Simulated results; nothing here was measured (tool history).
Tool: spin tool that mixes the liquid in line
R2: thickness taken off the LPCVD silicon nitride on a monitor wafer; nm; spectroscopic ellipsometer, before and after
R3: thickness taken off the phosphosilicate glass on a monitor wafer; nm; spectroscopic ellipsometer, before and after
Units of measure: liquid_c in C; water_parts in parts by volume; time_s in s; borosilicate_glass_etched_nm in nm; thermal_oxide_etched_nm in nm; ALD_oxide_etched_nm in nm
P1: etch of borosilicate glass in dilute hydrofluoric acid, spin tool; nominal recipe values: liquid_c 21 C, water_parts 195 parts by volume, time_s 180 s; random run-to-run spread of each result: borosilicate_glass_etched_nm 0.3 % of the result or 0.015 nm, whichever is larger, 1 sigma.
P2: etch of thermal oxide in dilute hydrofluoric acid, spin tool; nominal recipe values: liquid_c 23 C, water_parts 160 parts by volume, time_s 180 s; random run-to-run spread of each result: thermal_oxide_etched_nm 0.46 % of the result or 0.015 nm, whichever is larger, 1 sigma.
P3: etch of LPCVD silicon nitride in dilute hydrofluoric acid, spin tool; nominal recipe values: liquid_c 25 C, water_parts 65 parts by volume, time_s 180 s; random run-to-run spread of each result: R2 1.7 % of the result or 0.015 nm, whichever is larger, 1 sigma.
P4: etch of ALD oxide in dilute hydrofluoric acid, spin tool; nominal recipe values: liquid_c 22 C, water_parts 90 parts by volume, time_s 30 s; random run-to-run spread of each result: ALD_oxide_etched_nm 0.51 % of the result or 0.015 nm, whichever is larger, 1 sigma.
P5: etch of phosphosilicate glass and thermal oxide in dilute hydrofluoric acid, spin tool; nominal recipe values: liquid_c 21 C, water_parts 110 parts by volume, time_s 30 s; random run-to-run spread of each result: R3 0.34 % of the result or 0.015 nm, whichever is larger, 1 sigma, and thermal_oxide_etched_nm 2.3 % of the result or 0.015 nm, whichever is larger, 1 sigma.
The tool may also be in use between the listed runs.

{"run": 1, "hour": 9.9, "process": "P1", "liquid_c": 21, "water_parts": 195, "time_s": 180, "borosilicate_glass_etched_nm": 23.088}
{"run": 2, "hour": 27.2, "process": "P1", "liquid_c": 21, "water_parts": 75, "time_s": 180, "borosilicate_glass_etched_nm": 68.262}
{"run": 3, "hour": 43.5, "process": "P3", "liquid_c": 25, "water_parts": 65, "time_s": 305, "R2": 2.2075}
{"run": 4, "hour": 54.2, "process": "P5", "liquid_c": 21, "water_parts": 110, "time_s": 30, "R3": 34.103, "thermal_oxide_etched_nm": 1.1}
{"run": 5, "hour": 69.0, "process": "P4", "liquid_c": 22, "water_parts": 90, "time_s": 60, "ALD_oxide_etched_nm": 16.236}
{"run": 6, "hour": 83.5, "process": "P1", "liquid_c": 21, "water_parts": 115, "time_s": 250, "borosilicate_glass_etched_nm": 59.288}
{"run": 7, "hour": 98.9, "process": "P3", "liquid_c": 33, "water_parts": 65, "time_s": 180, "R2": 2.1877}
{"run": 8, "hour": 109.3, "process": "P5", "liquid_c": 21, "water_parts": 200, "time_s": 30, "R3": 17.237, "thermal_oxide_etched_nm": 0.54732}
{"run": 9, "hour": 125.3, "process": "P1", "liquid_c": 21, "water_parts": 195, "time_s": 180, "borosilicate_glass_etched_nm": 22.944}
{"run": 10, "hour": 140.2, "process": "P1", "liquid_c": 21, "water_parts": 195, "time_s": 180, "borosilicate_glass_etched_nm": 23.02}
{"run": 11, "hour": 155.0, "process": "P3", "liquid_c": 25, "water_parts": 65, "time_s": 180, "R2": 1.2719}
{"run": 12, "hour": 166.9, "process": "P1", "liquid_c": 21, "water_parts": 195, "time_s": 180, "borosilicate_glass_etched_nm": 23.021}
{"run": 13, "hour": 182.6, "process": "P1", "liquid_c": 21, "water_parts": 195, "time_s": 360, "borosilicate_glass_etched_nm": 46.08}
{"run": 14, "hour": 200.9, "process": "P1", "liquid_c": 21, "water_parts": 195, "time_s": 180, "borosilicate_glass_etched_nm": 23.023}
{"run": 15, "hour": 213.7, "process": "P1", "liquid_c": 21, "water_parts": 330, "time_s": 180, "borosilicate_glass_etched_nm": 12.013}
{"run": 16, "hour": 227.9, "process": "P2", "liquid_c": 23, "water_parts": 35, "time_s": 180, "thermal_oxide_etched_nm": 25.92}
{"run": 17, "hour": 238.7, "process": "P3", "liquid_c": 25, "water_parts": 100, "time_s": 180, "R2": 0.81706}
{"run": 18, "hour": 255.5, "process": "P1", "liquid_c": 27, "water_parts": 195, "time_s": 180, "borosilicate_glass_etched_nm": 28.86}
{"run": 19, "hour": 264.2, "process": "P1", "liquid_c": 21, "water_parts": 195, "time_s": 180, "borosilicate_glass_etched_nm": 22.937}
{"run": 20, "hour": 273.2, "process": "P1", "liquid_c": 21, "water_parts": 195, "time_s": 180, "borosilicate_glass_etched_nm": 23.016}
{"run": 21, "hour": 281.7, "process": "P1", "liquid_c": 21, "water_parts": 195, "time_s": 30, "borosilicate_glass_etched_nm": 3.839}
{"run": 22, "hour": 293.2, "process": "P1", "liquid_c": 21, "water_parts": 295, "time_s": 15, "borosilicate_glass_etched_nm": 1.1427}
{"run": 23, "hour": 302.4, "process": "P5", "liquid_c": 17, "water_parts": 110, "time_s": 30, "R3": 29.305, "thermal_oxide_etched_nm": 0.92637}
{"run": 24, "hour": 314.5, "process": "P4", "liquid_c": 22, "water_parts": 90, "time_s": 30, "ALD_oxide_etched_nm": 8.1506}
{"run": 25, "hour": 332.6, "process": "P4", "liquid_c": 30, "water_parts": 90, "time_s": 30, "ALD_oxide_etched_nm": 10.944}
{"run": 26, "hour": 344.5, "process": "P1", "liquid_c": 17, "water_parts": 195, "time_s": 180, "borosilicate_glass_etched_nm": 19.777}
{"run": 27, "hour": 357.7, "process": "P2", "liquid_c": 23, "water_parts": 160, "time_s": 40, "thermal_oxide_etched_nm": 1.0563}
{"run": 28, "hour": 373.6, "process": "P2", "liquid_c": 23, "water_parts": 160, "time_s": 180, "thermal_oxide_etched_nm": 4.8114}
{"run": 29, "hour": 391.2, "process": "P3", "liquid_c": 25, "water_parts": 65, "time_s": 180, "R2": 1.3287}
{"run": 30, "hour": 404.9, "process": "P2", "liquid_c": 17, "water_parts": 160, "time_s": 180, "thermal_oxide_etched_nm": 3.7691}
{"run": 31, "hour": 414.4, "process": "P4", "liquid_c": 22, "water_parts": 130, "time_s": 30, "ALD_oxide_etched_nm": 5.3317}
{"run": 32, "hour": 423.5, "process": "P5", "liquid_c": 21, "water_parts": 110, "time_s": 15, "R3": 17.34, "thermal_oxide_etched_nm": 0.53693}
{"run": 33, "hour": 439.0, "process": "P1", "liquid_c": 21, "water_parts": 195, "time_s": 180, "borosilicate_glass_etched_nm": 23.029}
{"run": 34, "hour": 454.2, "process": "P1", "liquid_c": 21, "water_parts": 195, "time_s": 180, "borosilicate_glass_etched_nm": 23.558}
{"run": 35, "hour": 469.1, "process": "P1", "liquid_c": 21, "water_parts": 195, "time_s": 180, "borosilicate_glass_etched_nm": 23.861}
{"run": 36, "hour": 480.0, "process": "P1", "liquid_c": 21, "water_parts": 195, "time_s": 180, "borosilicate_glass_etched_nm": 24.264}
{"run": 37, "hour": 490.8, "process": "P1", "liquid_c": 21, "water_parts": 195, "time_s": 180, "borosilicate_glass_etched_nm": 24.368}
{"run": 38, "hour": 500.0, "process": "P1", "liquid_c": 21, "water_parts": 195, "time_s": 180, "borosilicate_glass_etched_nm": 24.396}
{"run": 39, "hour": 509.9, "process": "P1", "liquid_c": 21, "water_parts": 195, "time_s": 180, "borosilicate_glass_etched_nm": 24.476}

Run 40 has not been measured yet. What should we expect?
{"run": 40, "hour": 523.4, "process": "P1", "liquid_c": 21, "water_parts": 195, "time_s": 180, "borosilicate_glass_etched_nm": "?"}

For run 40 the tool returned borosilicate_glass_etched_nm 24.32 nm.

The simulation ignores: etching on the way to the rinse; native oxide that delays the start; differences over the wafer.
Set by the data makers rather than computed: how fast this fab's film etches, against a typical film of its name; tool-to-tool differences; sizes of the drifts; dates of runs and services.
